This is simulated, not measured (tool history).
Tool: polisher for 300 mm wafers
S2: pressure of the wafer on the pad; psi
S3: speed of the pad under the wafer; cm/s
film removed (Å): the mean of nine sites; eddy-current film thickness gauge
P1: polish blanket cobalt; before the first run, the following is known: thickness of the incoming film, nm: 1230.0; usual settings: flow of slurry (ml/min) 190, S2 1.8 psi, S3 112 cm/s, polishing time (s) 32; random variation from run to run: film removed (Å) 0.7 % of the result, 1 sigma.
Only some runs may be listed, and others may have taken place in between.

Run 1, hour 3.1: flow of slurry (ml/min) 190, S2 1.8 psi, S3 112 cm/s, polishing time (s) 32. Result: film removed (Å) 1451.60.
Run 2, hour 6.3: flow of slurry (ml/min) 190, S2 1.8 psi, S3 112 cm/s, polishing time (s) 47. Result: film removed (Å) 2123.50.
Run 3, hour 13.1: flow of slurry (ml/min) 190, S2 2.2 psi, S3 112 cm/s, polishing time (s) 32. Result: film removed (Å) 1782.00.
Run 4, hour 17.2: flow of slurry (ml/min) 190, S2 1.1 psi, S3 112 cm/s, polishing time (s) 32. Result: film removed (Å) 880.78.
Run 5, hour 20.6: flow of slurry (ml/min) 190, S2 1.8 psi, S3 112 cm/s, polishing time (s) 32. Result: film removed (Å) 1453.70.
Run 6, hour 23.7: flow of slurry (ml/min) 280, S2 1.8 psi, S3 112 cm/s, polishing time (s) 32. Result: film removed (Å) 1492.90.
Run 7, hour 26.7: flow of slurry (ml/min) 190, S2 1.8 psi, S3 112 cm/s, polishing time (s) 18. Result: film removed (Å) 818.51.
Run 8, hour 29.7: flow of slurry (ml/min) 120, S2 1.8 psi, S3 112 cm/s, polishing time (s) 32. Result: film removed (Å) 1340.00.
Run 9, hour 34.3: flow of slurry (ml/min) 190, S2 1.8 psi, S3 152 cm/s, polishing time (s) 32. Result: film removed (Å) 1953.60.
Run 10, hour 39.6: flow of slurry (ml/min) 190, S2 1.8 psi, S3 58 cm/s, polishing time (s) 32. Result: film removed (Å) 745.51.
Run 11, hour 46.2: flow of slurry (ml/min) 190, S2 1.8 psi, S3 112 cm/s, polishing time (s) 32. Result: film removed (Å) 1447.10.
Run 12, hour 51.6: flow of slurry (ml/min) 190, S2 1.8 psi, S3 112 cm/s, polishing time (s) 32. Result: film removed (Å) 1444.00.

What does the tool deliver on the next run?
Run 13, hour 55.3: flow of slurry (ml/min) 245, S2 1.2 psi, S3 112 cm/s, polishing time (s) 32. Result: film removed (Å) ?.

film removed (Å): 1000.40

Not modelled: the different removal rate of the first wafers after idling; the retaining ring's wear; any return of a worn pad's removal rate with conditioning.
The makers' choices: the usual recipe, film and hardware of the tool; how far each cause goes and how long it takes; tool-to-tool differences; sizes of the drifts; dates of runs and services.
